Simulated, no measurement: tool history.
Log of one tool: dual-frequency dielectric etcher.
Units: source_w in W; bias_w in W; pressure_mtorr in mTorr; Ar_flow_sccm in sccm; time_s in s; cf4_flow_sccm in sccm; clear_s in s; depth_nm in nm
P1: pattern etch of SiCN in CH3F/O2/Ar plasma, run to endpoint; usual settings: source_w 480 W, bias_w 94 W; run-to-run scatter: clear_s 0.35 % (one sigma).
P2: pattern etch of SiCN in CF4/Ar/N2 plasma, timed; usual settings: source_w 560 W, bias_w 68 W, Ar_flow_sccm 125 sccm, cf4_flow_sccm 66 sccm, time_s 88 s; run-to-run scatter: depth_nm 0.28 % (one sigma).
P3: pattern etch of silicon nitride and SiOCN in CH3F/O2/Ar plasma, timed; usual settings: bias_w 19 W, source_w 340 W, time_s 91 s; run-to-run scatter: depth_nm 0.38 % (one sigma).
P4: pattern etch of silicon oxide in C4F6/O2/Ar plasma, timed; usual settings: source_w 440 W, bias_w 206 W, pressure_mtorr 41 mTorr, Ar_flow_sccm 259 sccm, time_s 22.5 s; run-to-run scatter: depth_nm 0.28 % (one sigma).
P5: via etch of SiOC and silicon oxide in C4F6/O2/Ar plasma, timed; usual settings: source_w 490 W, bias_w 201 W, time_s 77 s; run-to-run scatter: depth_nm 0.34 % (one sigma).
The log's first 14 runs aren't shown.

Run 15, day 7.617: process P2, source_w 560 W, bias_w 68 W, Ar_flow_sccm 125 sccm, time_s 88 s, cf4_flow_sccm 66 sccm. Result: depth_nm 86.15 nm.
Run 16, day 8.304: process P2, source_w 560 W, bias_w 94 W, Ar_flow_sccm 125 sccm, time_s 88 s, cf4_flow_sccm 66 sccm. Result: depth_nm 97 nm.
Run 17, day 8.717: process P2, source_w 560 W, bias_w 68 W, Ar_flow_sccm 125 sccm, time_s 50 s, cf4_flow_sccm 66 sccm. Result: depth_nm 49.034 nm.
Run 18, day 9.417: process P4, source_w 260 W, bias_w 206 W, pressure_mtorr 41 mTorr, Ar_flow_sccm 259 sccm, time_s 22.5 s. Result: depth_nm 59.044 nm.
Run 19, day 9.729: process P2, source_w 560 W, bias_w 68 W, Ar_flow_sccm 125 sccm, time_s 88 s, cf4_flow_sccm 87 sccm. Result: depth_nm 90.594 nm.
Run 20, day 10.208: process P4, source_w 440 W, bias_w 206 W, pressure_mtorr 41 mTorr, Ar_flow_sccm 259 sccm, time_s 30 s. Result: depth_nm 96.868 nm.
Run 21, day 10.9: process P1, source_w 480 W, bias_w 73 W. Result: clear_s 29.211 s.
Run 22, day 11.292: process P1, source_w 480 W, bias_w 94 W. Result: clear_s 26.861 s.
Run 23, day 11.612: process P4, source_w 440 W, bias_w 206 W, pressure_mtorr 54 mTorr, Ar_flow_sccm 259 sccm, time_s 22.5 s. Result: depth_nm 70.446 nm.
At day 12: source power generator calibrated.
Run 24, day 12.221: process P3, source_w 340 W, bias_w 19 W, time_s 91 s. Result: depth_nm 10.67 nm.
At day 12.504: bias power generator calibrated.
Run 25, day 12.804: process P5, source_w 490 W, bias_w 201 W, time_s 111.5 s. Result: depth_nm 140.56 nm.
Run 26, day 13.246: process P2, source_w 560 W, bias_w 68 W, Ar_flow_sccm 86 sccm, time_s 88 s, cf4_flow_sccm 66 sccm. Result: depth_nm 91.951 nm.
Run 27, day 13.925: process P5, source_w 490 W, bias_w 201 W, time_s 77 s. Result: depth_nm 96.692 nm.
Run 28, day 14.612: process P1, source_w 480 W, bias_w 94 W. Result: clear_s 26.699 s.
Run 29, day 15.225: process P1, source_w 600 W, bias_w 118 W. Result: clear_s 22.599 s.
Run 30, day 15.858: process P3, source_w 460 W, bias_w 19 W, time_s 91 s. Result: depth_nm 11.887 nm.
Run 31, day 16.525: process P5, source_w 320 W, bias_w 201 W, time_s 77 s. Result: depth_nm 82.627 nm.
Run 32, day 16.854: process P5, source_w 490 W, bias_w 284 W, time_s 77 s. Result: depth_nm 109.49 nm.

The next listed run, before its measurement:
Run 33, day 17.433: process P1, source_w 480 W, bias_w 94 W. Result: clear_s ?.

{"run 33": {"clear_s": 26.685}}
